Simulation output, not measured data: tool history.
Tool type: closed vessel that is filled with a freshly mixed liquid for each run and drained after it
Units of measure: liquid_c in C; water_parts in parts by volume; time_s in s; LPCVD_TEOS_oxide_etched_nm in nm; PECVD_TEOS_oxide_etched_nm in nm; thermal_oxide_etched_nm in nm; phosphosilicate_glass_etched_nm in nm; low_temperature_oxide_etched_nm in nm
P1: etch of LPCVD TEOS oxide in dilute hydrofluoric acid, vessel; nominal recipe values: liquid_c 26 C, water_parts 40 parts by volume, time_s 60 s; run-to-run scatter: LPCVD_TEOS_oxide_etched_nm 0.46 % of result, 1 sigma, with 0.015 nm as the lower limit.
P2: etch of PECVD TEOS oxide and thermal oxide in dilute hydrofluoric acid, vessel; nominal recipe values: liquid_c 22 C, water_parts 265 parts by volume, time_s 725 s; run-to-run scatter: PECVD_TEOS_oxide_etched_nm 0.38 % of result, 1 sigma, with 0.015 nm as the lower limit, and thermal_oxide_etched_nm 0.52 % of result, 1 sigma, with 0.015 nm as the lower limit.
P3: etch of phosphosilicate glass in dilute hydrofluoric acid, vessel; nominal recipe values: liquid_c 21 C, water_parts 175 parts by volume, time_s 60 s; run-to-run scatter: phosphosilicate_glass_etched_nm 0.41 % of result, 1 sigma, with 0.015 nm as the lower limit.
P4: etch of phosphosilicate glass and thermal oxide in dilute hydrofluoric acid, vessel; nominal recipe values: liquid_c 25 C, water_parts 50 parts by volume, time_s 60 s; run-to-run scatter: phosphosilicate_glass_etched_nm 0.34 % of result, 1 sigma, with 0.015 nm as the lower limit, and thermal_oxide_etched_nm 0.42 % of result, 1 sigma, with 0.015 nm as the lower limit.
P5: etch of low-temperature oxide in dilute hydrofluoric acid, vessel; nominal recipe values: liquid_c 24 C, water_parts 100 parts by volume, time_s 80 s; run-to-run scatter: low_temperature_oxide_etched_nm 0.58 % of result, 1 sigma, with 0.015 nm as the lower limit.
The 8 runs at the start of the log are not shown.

run,hour,process,liquid_c,water_parts,time_s,hours since the thermometer was replaced,hours since the hydrofluoric acid flow meter was replaced,LPCVD_TEOS_oxide_etched_nm,PECVD_TEOS_oxide_etched_nm,thermal_oxide_etched_nm,phosphosilicate_glass_etched_nm,low_temperature_oxide_etched_nm
9,113.4,P4,17.5,50,60,841.8,424.5,,,4.4675,75.414,
10,123.8,P5,24,20,80,852.2,434.9,,,,,69.606
11,136.9,P5,32,100,80,865.3,448,,,,,17.028
12,154.1,P1,26,20,30,882.5,465.2,61.186,,,,
13,163,P3,29,175,60,891.4,474.1,,,,57.545,
14,180.1,P2,22,390,725,908.5,491.2,,13.276,6.326,,
15,195.6,P1,33,40,60,924,506.7,78.303,,,,
16,204.2,P5,24,100,30,932.6,515.3,,,,,4.713
17,214.7,P1,26,40,60,943.1,525.8,59.017,,,,
18,231.8,P4,25,50,60,960.2,542.9,,,6.0918,104.36,
19,239.6,P4,25,20,60,968,550.7,,,15.721,269.36,
20,253.1,P5,24,100,80,981.5,564.2,,,,,12.493
21,267.7,P2,22,265,725,996.1,578.8,,21.87,10.434,,
22,282.8,P1,26,40,30,1011.2,593.9,29.312,,,,

Run 23 is up next; what results do you expect?
23,292,P1,31,40,30,1020.4,603.1,?,,,,

For run 23 the tool returned LPCVD_TEOS_oxide_etched_nm 36.321 nm.

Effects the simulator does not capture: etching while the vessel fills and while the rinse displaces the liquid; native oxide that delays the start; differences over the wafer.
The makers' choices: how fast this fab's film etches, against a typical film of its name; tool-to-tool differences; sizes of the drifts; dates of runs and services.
